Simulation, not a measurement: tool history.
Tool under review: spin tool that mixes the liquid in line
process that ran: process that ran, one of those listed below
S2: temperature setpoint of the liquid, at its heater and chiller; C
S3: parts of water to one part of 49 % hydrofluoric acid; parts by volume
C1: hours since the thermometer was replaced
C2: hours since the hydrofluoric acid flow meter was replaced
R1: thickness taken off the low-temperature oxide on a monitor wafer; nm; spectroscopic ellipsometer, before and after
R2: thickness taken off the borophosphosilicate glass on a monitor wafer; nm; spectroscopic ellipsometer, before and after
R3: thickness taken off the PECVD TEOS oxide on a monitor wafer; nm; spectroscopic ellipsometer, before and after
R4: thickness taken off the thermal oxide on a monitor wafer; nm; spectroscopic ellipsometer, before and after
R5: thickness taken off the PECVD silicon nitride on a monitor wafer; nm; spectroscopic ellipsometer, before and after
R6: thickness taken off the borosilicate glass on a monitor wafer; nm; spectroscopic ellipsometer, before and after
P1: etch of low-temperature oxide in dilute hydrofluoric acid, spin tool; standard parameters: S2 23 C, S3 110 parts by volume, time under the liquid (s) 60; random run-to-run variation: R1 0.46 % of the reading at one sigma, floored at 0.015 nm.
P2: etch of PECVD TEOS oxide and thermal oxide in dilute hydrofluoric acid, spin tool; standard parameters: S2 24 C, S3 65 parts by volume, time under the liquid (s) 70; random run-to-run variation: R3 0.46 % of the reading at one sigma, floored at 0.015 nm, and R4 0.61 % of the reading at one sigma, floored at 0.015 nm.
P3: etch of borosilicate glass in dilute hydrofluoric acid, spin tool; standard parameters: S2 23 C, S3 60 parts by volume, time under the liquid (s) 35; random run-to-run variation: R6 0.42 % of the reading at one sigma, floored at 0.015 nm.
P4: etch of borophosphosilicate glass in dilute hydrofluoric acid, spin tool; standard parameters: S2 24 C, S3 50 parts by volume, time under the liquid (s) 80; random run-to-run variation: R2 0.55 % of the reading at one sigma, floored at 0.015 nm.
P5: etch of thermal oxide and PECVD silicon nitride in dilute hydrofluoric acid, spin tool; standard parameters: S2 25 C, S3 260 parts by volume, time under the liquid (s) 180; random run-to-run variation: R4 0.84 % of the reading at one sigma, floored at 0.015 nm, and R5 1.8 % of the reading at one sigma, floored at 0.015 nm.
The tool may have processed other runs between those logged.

run 1 day=0.212 | process_that_ran=P1 S2=23 S3=110 time_under_the_liquid_(s)=60 | C1=1227.2 C2=470.6 | R1=9.8992
run 2 day=0.362 | process_that_ran=P4 S2=24 S3=50 time_under_the_liquid_(s)=80 | C1=1230.8 C2=474.2 | R2=45.016
run 3 day=0.517 | process_that_ran=P1 S2=31 S3=110 time_under_the_liquid_(s)=20 | C1=1234.5 C2=477.9 | R1=4.5193
run 4 day=0.775 | process_that_ran=P4 S2=24 S3=50 time_under_the_liquid_(s)=80 | C1=1240.7 C2=484.1 | R2=44.516
run 5 day=0.9 | process_that_ran=P1 S2=17 S3=110 time_under_the_liquid_(s)=60 | C1=1243.7 C2=487.1 | R1=7.8101
run 6 day=1.162 | process_that_ran=P2 S2=17 S3=65 time_under_the_liquid_(s)=70 | C1=1250 C2=493.4 | R3=7.1203 R4=4.0264
run 7 day=1.317 | process_that_ran=P5 S2=25 S3=260 time_under_the_liquid_(s)=180 | C1=1253.7 C2=497.1 | R4=2.7095 R5=1.2523
-- day=1.546 hydrofluoric acid flow meter replaced
run 8 day=1.588 | process_that_ran=P1 S2=19.5 S3=110 time_under_the_liquid_(s)=20 | C1=1260.2 C2=1 | R1=2.8982
run 9 day=1.721 | process_that_ran=P2 S2=24 S3=65 time_under_the_liquid_(s)=15 | C1=1263.4 C2=4.2 | R3=2.0784 R4=1.1743
run 10 day=1.954 | process_that_ran=P5 S2=31.5 S3=260 time_under_the_liquid_(s)=180 | C1=1269 C2=9.8 | R4=3.4157 R5=1.9011
run 11 day=2.15 | process_that_ran=P2 S2=24 S3=95 time_under_the_liquid_(s)=70 | C1=1273.7 C2=14.5 | R3=6.3098 R4=3.5638
run 12 day=2.342 | process_that_ran=P1 S2=23 S3=110 time_under_the_liquid_(s)=60 | C1=1278.3 C2=19.1 | R1=9.9491
run 13 day=2.571 | process_that_ran=P1 S2=23 S3=110 time_under_the_liquid_(s)=60 | C1=1283.8 C2=24.6 | R1=9.9723
run 14 day=2.712 | process_that_ran=P1 S2=23 S3=110 time_under_the_liquid_(s)=105 | C1=1287.2 C2=28 | R1=17.443
run 15 day=2.854 | process_that_ran=P1 S2=23 S3=60 time_under_the_liquid_(s)=60 | C1=1290.6 C2=31.4 | R1=19.478
run 16 day=3 | process_that_ran=P4 S2=24 S3=85 time_under_the_liquid_(s)=80 | C1=1294.1 C2=34.9 | R2=25.121
-- day=3.021 thermometer replaced
run 17 day=3.2 | process_that_ran=P4 S2=24 S3=50 time_under_the_liquid_(s)=125 | C1=4.4 C2=39.7 | R2=70.036
run 18 day=3.454 | process_that_ran=P4 S2=30 S3=50 time_under_the_liquid_(s)=80 | C1=10.5 C2=45.8 | R2=57.342
run 19 day=3.696 | process_that_ran=P2 S2=24 S3=65 time_under_the_liquid_(s)=70 | C1=16.3 C2=51.6 | R3=9.5062 R4=5.3926
run 20 day=3.921 | process_that_ran=P5 S2=25 S3=260 time_under_the_liquid_(s)=180 | C1=21.7 C2=57 | R4=2.7865 R5=1.2758
run 21 day=4.196 | process_that_ran=P1 S2=23 S3=110 time_under_the_liquid_(s)=60 | C1=28.3 C2=63.6 | R1=9.9116
run 22 day=4.475 | process_that_ran=P5 S2=25 S3=260 time_under_the_liquid_(s)=90 | C1=35 C2=70.3 | R4=1.3869 R5=0.60746
run 23 day=4.733 | process_that_ran=P3 S2=23 S3=100 time_under_the_liquid_(s)=35 | C1=41.2 C2=76.5 | R6=7.4702
run 24 day=4.933 | process_that_ran=P3 S2=18 S3=60 time_under_the_liquid_(s)=35 | C1=46 C2=81.3 | R6=10.57
run 25 day=5.071 | process_that_ran=P1 S2=23 S3=110 time_under_the_liquid_(s)=60 | C1=49.3 C2=84.6 | R1=9.8784
run 26 day=5.342 | process_that_ran=P3 S2=23 S3=60 time_under_the_liquid_(s)=35 | C1=55.8 C2=91.1 | R6=13.114
run 27 day=5.521 | process_that_ran=P1 S2=23 S3=110 time_under_the_liquid_(s)=15 | C1=60.1 C2=95.4 | R1=2.5216
run 28 day=5.7 | process_that_ran=P5 S2=25 S3=465 time_under_the_liquid_(s)=180 | C1=64.4 C2=99.7 | R4=1.2778 R5=0.71366
run 29 day=5.838 | process_that_ran=P1 S2=23 S3=165 time_under_the_liquid_(s)=60 | C1=67.7 C2=103 | R1=6.285
run 30 day=6.092 | process_that_ran=P1 S2=31.5 S3=110 time_under_the_liquid_(s)=60 | C1=73.8 C2=109.1 | R1=13.786
run 31 day=6.246 | process_that_ran=P3 S2=23 S3=60 time_under_the_liquid_(s)=15 | C1=77.5 C2=112.8 | R6=5.5831
run 32 day=6.425 | process_that_ran=P1 S2=23 S3=110 time_under_the_liquid_(s)=60 | C1=81.8 C2=117.1 | R1=9.9307
run 33 day=6.617 | process_that_ran=P1 S2=23 S3=110 time_under_the_liquid_(s)=60 | C1=86.4 C2=121.7 | R1=9.6869
run 34 day=6.862 | process_that_ran=P1 S2=23 S3=110 time_under_the_liquid_(s)=60 | C1=92.3 C2=127.6 | R1=9.4712
run 35 day=7.029 | process_that_ran=P1 S2=23 S3=110 time_under_the_liquid_(s)=60 | C1=96.3 C2=131.6 | R1=9.3684
run 36 day=7.221 | process_that_ran=P1 S2=23 S3=110 time_under_the_liquid_(s)=60 | C1=100.9 C2=136.2 | R1=9.2902
run 37 day=7.483 | process_that_ran=P1 S2=23 S3=110 time_under_the_liquid_(s)=60 | C1=107.2 C2=142.5 | R1=9.2692
run 38 day=7.717 | process_that_ran=P1 S2=23 S3=110 time_under_the_liquid_(s)=60 | C1=112.8 C2=148.1 | R1=9.2302
run 39 day=7.854 | process_that_ran=P1 S2=23 S3=110 time_under_the_liquid_(s)=60 | C1=116.1 C2=151.4 | R1=9.1244
run 40 day=8.083 | process_that_ran=P1 S2=23 S3=110 time_under_the_liquid_(s)=60 | C1=121.6 C2=156.9 | R1=9.215
run 41 day=8.367 | process_that_ran=P1 S2=23 S3=110 time_under_the_liquid_(s)=60 | C1=128.4 C2=163.7 | R1=9.2235

The log shows P1 creeping away from where it was. Any of the 2 causes listed here, at the size stated for it, fits the log just as well as the others:
A: liquid colder than its thermometer reads (K) = 2.06
B: hydrofluoric acid flow below the setpoint (%) = 7
The process output started creeping at around day 6.425.

Below are 4 check runs, each averaged over 5 wafers, with their results shown as question marks. Which of them would give clearly different results depending on which cause is behind the drift?
run check 1 day=8.65 | process_that_ran=P3 S2=23 S3=80 time_under_the_liquid_(s)=15 | R6=?
run check 2 day=8.65 | process_that_ran=P5 S2=30.5 S3=460 time_under_the_liquid_(s)=180 | R4=? R5=?
run check 3 day=8.65 | process_that_ran=P2 S2=24 S3=85 time_under_the_liquid_(s)=15 | R3=? R4=?
run check 4 day=8.65 | process_that_ran=P4 S2=29.5 S3=50 time_under_the_liquid_(s)=80 | R2=?

If the cause were each of the candidates in turn, the checks would give the following:
check=check_1 result=R6 if_A=3.7676 if_B=3.7839
check=check_2 result=R4 if_A=1.4217 if_B=1.3597
check=check_2 result=R5 if_A=0.86397 if_B=0.89706
check=check_3 result=R3 if_A=1.4077 if_B=1.4114
check=check_3 result=R4 if_A=0.7975 if_B=0.79963
check=check_4 result=R2 if_A=51.782 if_B=51.97
Minimum pairwise separation of causes per check, each pair taken at its best-separating result: check 1 0.43 %; check 2 4.46 %; check 3 0.27 %; check 4 0.36 %
Check 2 distinguishes between the causes, while the remaining checks would return nearly the same result for all of them.

Check 2 was then run and gave: R4 1.4171 nm; R5 0.87307 nm. Which cause is it?

A is the cause: liquid colder than its thermometer reads (K).
